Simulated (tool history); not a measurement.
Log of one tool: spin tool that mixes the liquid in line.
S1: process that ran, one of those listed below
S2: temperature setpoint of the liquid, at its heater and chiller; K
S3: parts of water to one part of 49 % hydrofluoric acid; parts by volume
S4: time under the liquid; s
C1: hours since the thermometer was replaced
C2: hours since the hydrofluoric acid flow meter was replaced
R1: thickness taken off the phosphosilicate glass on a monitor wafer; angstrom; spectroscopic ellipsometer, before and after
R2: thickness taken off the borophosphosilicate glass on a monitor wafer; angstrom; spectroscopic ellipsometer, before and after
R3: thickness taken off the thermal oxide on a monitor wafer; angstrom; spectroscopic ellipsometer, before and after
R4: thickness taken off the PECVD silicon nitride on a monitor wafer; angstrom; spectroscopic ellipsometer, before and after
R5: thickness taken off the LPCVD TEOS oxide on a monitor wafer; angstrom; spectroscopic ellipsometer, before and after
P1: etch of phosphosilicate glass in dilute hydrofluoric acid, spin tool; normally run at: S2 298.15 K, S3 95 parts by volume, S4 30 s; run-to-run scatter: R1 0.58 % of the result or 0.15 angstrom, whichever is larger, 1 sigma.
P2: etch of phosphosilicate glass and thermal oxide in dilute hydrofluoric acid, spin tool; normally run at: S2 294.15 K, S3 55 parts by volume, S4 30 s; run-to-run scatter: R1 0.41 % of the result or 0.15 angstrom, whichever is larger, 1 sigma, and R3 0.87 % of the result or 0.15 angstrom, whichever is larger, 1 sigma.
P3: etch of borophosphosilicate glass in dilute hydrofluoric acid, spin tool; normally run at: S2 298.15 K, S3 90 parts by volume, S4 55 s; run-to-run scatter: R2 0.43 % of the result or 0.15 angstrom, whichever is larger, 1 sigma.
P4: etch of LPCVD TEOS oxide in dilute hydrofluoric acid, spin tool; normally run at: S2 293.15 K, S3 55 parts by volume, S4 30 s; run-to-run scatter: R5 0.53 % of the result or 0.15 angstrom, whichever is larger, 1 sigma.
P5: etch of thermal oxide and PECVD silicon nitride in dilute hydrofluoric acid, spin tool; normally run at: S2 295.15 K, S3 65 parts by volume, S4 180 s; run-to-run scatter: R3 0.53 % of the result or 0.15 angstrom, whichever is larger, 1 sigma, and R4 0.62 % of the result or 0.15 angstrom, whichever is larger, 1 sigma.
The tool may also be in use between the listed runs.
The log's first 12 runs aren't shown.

run   hour  S1      S2   S3   S4     C1     C2      R1      R2      R3      R4      R5
 13     91  P1  298.15  145   30  450.7  478.7  211.01
 14  100.7  P3  298.15   90   55  460.4  488.4          383.36
 15  107.2  P3  298.15   90   55  466.9  494.9          378.68
 16  114.2  P4  301.65   55   30  473.9  501.9                                  398.96
 17  123.7  P2  294.15   55   30  483.4  511.4  736.64          23.439
 18  131.8  P5  295.15   65  180  491.5  519.5                  131.02  41.903
 19    139  P1  298.15   95   50  498.7  526.7     565
 20  148.3  P4  293.15   95   30    508    536                                   155.8
 21  156.9  P5  295.15  110  180  516.6  544.6                  72.548  25.165
 22  162.1  P3  298.15   90   15  521.8  549.8          103.14
 23  171.9  P2  300.65   55   30  531.6  559.6  959.63          30.123
 24  177.8  P1  302.15   95   30  537.5  565.5  396.24
 25  185.8  P1  298.15   95   30  545.5  573.5     337
     195.1  -- thermometer replaced
 26  195.8  P1  298.15   95   15    0.7  583.5  170.76

The next listed run, before its measurement:
 27  202.4  P1  298.15  95  30  7.3  590.1   ?

Run 27 gave R1 339.63 angstrom.

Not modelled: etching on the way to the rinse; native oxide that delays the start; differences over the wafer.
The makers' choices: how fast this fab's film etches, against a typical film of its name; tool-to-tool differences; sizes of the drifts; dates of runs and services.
